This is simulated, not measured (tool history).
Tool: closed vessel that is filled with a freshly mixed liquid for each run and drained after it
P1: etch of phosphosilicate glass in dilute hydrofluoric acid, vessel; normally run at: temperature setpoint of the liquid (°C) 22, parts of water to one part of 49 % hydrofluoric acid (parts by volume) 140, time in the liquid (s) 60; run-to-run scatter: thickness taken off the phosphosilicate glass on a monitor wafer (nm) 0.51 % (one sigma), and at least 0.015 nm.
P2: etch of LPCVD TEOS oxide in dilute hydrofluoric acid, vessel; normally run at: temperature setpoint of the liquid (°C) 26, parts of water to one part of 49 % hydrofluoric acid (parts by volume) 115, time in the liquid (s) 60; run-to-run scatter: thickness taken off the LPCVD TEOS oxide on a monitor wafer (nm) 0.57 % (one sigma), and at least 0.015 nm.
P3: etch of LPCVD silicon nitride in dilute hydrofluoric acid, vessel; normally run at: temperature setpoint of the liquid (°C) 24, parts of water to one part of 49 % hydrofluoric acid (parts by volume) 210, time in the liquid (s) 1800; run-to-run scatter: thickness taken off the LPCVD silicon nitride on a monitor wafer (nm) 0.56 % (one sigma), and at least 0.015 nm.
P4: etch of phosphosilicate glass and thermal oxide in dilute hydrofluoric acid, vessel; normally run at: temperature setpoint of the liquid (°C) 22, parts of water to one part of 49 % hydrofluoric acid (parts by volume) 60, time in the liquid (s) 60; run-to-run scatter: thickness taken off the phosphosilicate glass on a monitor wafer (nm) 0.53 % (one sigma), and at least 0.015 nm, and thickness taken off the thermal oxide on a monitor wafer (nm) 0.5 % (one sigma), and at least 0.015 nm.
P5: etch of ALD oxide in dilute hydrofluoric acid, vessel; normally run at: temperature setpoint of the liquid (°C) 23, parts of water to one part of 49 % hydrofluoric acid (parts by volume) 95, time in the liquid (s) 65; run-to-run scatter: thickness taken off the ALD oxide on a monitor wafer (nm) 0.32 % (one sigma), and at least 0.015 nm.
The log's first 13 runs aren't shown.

run     day  process that ran  temperature setpoint of the liquid (°C)  parts of water to one part of 49 % hydrofluoric acid (parts by volume)  time in the liquid (s)  hours since the thermometer was replaced  hours since the hydrofluoric acid flow meter was replaced  thickness taken off the phosphosilicate glass on a monitor wafer (nm)  thickness taken off the ALD oxide on a monitor wafer (nm)  thickness taken off the LPCVD silicon nitride on a monitor wafer (nm)  thickness taken off the LPCVD TEOS oxide on a monitor wafer (nm)  thickness taken off the thermal oxide on a monitor wafer (nm)
 14   7.392                P4                                       22                                                                     110                      60                                     892.1                                                        648                                                                  52.23                                                                                                                                                                                                                                                             2.3212
 15   7.708                P2                                       26                                                                     115                      60                                     899.7                                                      655.6                                                                                                                                                                                                                                                                     17.694
 16   8.188                P4                                       22                                                                      60                     110                                     911.2                                                      667.1                                                                 185.16                                                                                                                                                                                                                                                             8.2241
 17   8.833                P1                                       22                                                                     140                      30                                     926.7                                                      682.6                                                                 11.368
 18   9.238                P1                                       22                                                                     140                      60                                     936.4                                                      692.3                                                                 22.684
 19   9.871                P3                                       24                                                                     210                    1800                                     951.6                                                      707.5                                                                                                                                                                                                   4.4147
 20  10.283                P4                                     29.5                                                                      60                      60                                     961.5                                                      717.4                                                                 135.38                                                                                                                                                                                                                                                             6.0913
 21  10.675                P2                                       31                                                                     115                      60                                     970.9                                                      726.8                                                                                                                                                                                                                                                                     21.017
 22  11.054                P1                                       17                                                                     140                      60                                       980                                                      735.9                                                                 18.706
 23  11.608                P3                                       32                                                                     210                    1800                                     993.3                                                      749.2                                                                                                                                                                                                   7.1016
 24    12.1                P1                                       22                                                                     140                      60                                    1005.1                                                        761                                                                  23.03
 25  12.558                P3                                       24                                                                     210                     675                                    1016.1                                                        772                                                                                                                                                                                                    1.636
 26  13.012                P1                                       26                                                                     140                      85                                      1027                                                      782.9                                                                 37.838
 27  13.479                P4                                       22                                                                      60                      60                                    1038.2                                                      794.1                                                                 100.93                                                                                                                                                                                                                                                             4.4953
 28      14                P5                                       23                                                                      95                      30                                    1050.7                                                      806.6                                                                                                                            6.7112
 29  14.462                P1                                       22                                                                     140                      60                                    1061.8                                                      817.7                                                                 22.929
 30  15.117                P5                                       23                                                                     150                      65                                    1077.5                                                      833.4                                                                                                                            8.7511
 31  15.554                P1                                       22                                                                     140                      60                                      1088                                                      843.9                                                                 22.846
 32   15.95                P1                                       22                                                                     140                      60                                    1097.5                                                      853.4                                                                 23.761
 33  16.362                P1                                       22                                                                     140                      60                                    1107.4                                                      863.3                                                                 24.065
 34  16.708                P1                                       22                                                                     140                      60                                    1115.7                                                      871.6                                                                 24.382
 35  17.304                P1                                       22                                                                     140                      60                                      1130                                                      885.9                                                                 24.505
 36  17.871                P1                                       22                                                                     140                      60                                    1143.6                                                      899.5                                                                 24.755

Run 37 comes next. What will it give?
 37  18.208                P1                                       22                                                                     140                      60                                    1151.7                                                      907.6                                                                      ?

Run 37 gave thickness taken off the phosphosilicate glass on a monitor wafer (nm) 24.674.

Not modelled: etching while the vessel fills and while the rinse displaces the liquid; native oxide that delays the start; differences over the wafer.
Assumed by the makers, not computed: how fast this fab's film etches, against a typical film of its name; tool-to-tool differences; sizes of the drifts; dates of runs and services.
